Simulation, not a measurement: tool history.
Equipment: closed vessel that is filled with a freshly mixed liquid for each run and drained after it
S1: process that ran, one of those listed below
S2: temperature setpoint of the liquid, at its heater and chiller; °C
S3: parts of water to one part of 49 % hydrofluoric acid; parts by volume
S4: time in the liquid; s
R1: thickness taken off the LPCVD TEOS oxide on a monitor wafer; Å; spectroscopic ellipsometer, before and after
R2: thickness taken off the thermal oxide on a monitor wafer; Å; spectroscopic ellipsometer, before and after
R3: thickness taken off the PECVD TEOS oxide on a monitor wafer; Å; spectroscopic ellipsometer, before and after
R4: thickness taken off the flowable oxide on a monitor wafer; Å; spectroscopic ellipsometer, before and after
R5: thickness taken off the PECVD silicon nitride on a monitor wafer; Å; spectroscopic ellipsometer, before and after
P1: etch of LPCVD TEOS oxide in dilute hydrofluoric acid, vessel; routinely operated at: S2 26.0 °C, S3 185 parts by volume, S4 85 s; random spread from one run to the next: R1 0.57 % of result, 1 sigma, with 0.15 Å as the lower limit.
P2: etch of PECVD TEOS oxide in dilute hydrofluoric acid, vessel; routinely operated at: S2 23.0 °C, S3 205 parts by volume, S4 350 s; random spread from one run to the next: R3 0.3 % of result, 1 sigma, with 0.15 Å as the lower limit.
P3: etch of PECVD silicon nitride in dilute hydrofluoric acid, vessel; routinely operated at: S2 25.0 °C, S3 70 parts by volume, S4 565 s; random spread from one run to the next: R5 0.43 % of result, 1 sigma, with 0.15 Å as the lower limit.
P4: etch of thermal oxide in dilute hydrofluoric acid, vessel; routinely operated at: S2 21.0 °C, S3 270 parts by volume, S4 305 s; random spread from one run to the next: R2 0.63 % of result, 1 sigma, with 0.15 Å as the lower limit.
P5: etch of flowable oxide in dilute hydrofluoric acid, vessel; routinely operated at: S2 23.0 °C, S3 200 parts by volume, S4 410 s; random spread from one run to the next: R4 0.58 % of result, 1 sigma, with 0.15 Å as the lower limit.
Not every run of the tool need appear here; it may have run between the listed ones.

{"run": 1, "day": 0.362, "S1": "P1", "S2": 26.0, "S3": 185, "S4": 85, "R1": 127.04}
{"run": 2, "day": 0.783, "S1": "P1", "S2": 26.0, "S3": 185, "S4": 120, "R1": 179.94}
{"run": 3, "day": 1.092, "S1": "P1", "S2": 26.0, "S3": 290, "S4": 130, "R1": 110.28}
{"run": 4, "day": 1.392, "S1": "P1", "S2": 26.0, "S3": 185, "S4": 30, "R1": 44.712}
{"run": 5, "day": 1.958, "S1": "P4", "S2": 27.5, "S3": 270, "S4": 305, "R2": 50.084}
{"run": 6, "day": 2.496, "S1": "P2", "S2": 23.0, "S3": 205, "S4": 350, "R3": 125.83}
{"day": 3.012, "done": "thermometer replaced"}
{"run": 7, "day": 3.05, "S1": "P5", "S2": 18.5, "S3": 200, "S4": 410, "R4": 312.16}
{"run": 8, "day": 3.342, "S1": "P1", "S2": 20.0, "S3": 185, "S4": 85, "R1": 100.87}
{"run": 9, "day": 3.667, "S1": "P5", "S2": 23.0, "S3": 200, "S4": 410, "R4": 369.17}
{"run": 10, "day": 4.012, "S1": "P3", "S2": 25.0, "S3": 70, "S4": 135, "R5": 67.356}
{"run": 11, "day": 4.533, "S1": "P1", "S2": 32.5, "S3": 185, "S4": 85, "R1": 160.44}
{"run": 12, "day": 4.804, "S1": "P4", "S2": 21.0, "S3": 100, "S4": 305, "R2": 128.04}
{"run": 13, "day": 5.258, "S1": "P2", "S2": 23.0, "S3": 370, "S4": 350, "R3": 59.4}
{"run": 14, "day": 5.65, "S1": "P3", "S2": 25.0, "S3": 70, "S4": 565, "R5": 281.76}
{"run": 15, "day": 5.904, "S1": "P2", "S2": 23.0, "S3": 205, "S4": 45, "R3": 15.98}
{"run": 16, "day": 6.204, "S1": "P4", "S2": 21.0, "S3": 270, "S4": 75, "R2": 9.7463}
{"run": 17, "day": 6.629, "S1": "P1", "S2": 33.0, "S3": 185, "S4": 140, "R1": 264.7}
{"run": 18, "day": 7.067, "S1": "P2", "S2": 23.0, "S3": 205, "S4": 350, "R3": 124.66}
{"run": 19, "day": 7.512, "S1": "P4", "S2": 21.0, "S3": 270, "S4": 305, "R2": 40.102}
{"run": 20, "day": 7.817, "S1": "P3", "S2": 17.5, "S3": 70, "S4": 565, "R5": 167.9}
{"run": 21, "day": 8.271, "S1": "P1", "S2": 30.0, "S3": 185, "S4": 135, "R1": 232.36}
{"run": 22, "day": 8.65, "S1": "P5", "S2": 23.0, "S3": 200, "S4": 410, "R4": 371.67}
{"run": 23, "day": 8.996, "S1": "P3", "S2": 25.0, "S3": 100, "S4": 565, "R5": 198.03}

Run 24 is up next; what results do you expect?
{"run": 24, "day": 9.308, "S1": "P4", "S2": 21.0, "S3": 270, "S4": 305, "R2": "?"}

{"run 24": {"R2": 40.191}}

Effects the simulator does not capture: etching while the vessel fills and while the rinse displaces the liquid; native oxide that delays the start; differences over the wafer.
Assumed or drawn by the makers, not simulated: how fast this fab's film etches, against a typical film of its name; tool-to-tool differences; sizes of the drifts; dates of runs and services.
